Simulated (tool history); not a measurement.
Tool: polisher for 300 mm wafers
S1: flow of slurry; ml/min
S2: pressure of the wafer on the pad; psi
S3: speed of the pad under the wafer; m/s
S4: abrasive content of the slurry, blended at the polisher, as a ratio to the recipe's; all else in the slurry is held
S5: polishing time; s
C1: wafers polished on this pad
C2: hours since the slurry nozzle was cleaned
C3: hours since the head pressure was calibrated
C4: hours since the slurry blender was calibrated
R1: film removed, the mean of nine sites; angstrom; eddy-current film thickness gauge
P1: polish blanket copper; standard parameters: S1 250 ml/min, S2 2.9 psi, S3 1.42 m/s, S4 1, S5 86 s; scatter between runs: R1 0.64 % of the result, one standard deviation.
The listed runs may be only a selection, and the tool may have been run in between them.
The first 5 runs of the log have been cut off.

run,hour,S1,S2,S3,S4,S5,C1,C2,C3,C4,R1
6,52,250,2.9,1.42,1,86,633,216,245.7,85.1,3555.6
7,58,150,2.9,1.42,1,132,684,222,251.7,91.1,5058.2
8,66.6,250,2.9,1.42,1.2,86,758,230.6,260.3,99.7,3708.2
9,76.6,250,2.9,1.42,1,86,843,240.6,270.3,109.7,3506.4
10,85.8,250,2.9,1.42,1,127,922,249.8,279.5,118.9,5247.4
11,94.2,250,4,1.42,1,86,993,258.2,287.9,127.3,4868.3
12,100.9,250,2.9,1.42,0.55,86,1050,264.9,294.6,134,3108.2
13,110.1,330,2.9,1.42,1,86,1129,274.1,303.8,143.2,3646.7
14,116.5,250,2.9,1.42,1,86,1184,280.5,310.2,149.6,3531.7
15,121.8,250,2.9,1.42,1,86,1229,285.8,315.5,154.9,3567.1
16,130.6,320,2.9,1.42,1,125,1304,294.6,324.3,163.7,5323.1
17,139.3,250,2.9,1.42,1,51,1378,303.3,333,172.4,2122.4
18,148.5,250,1.6,1.42,1,86,1457,312.5,342.2,181.6,1943.4
19,157.2,250,2.9,1.42,1,86,1531,321.2,350.9,190.3,3535.9
20,166,250,2.9,1.42,1,86,1606,330,359.7,199.1,3449
21,175,250,2.9,1.42,1,86,1683,339,368.7,208.1,3401.5
22,180.3,250,2.9,1.42,1,86,1728,344.3,374,213.4,3405.1
23,186.2,250,2.9,1.42,1,86,1778,350.2,379.9,219.3,3446.5

Estimate the outcome of run 24 from the log above:
24,191.5,250,2.9,1.42,1,86,1824,355.5,385.2,224.6,?

Logged for run 24: R1 3374.6 angstrom.
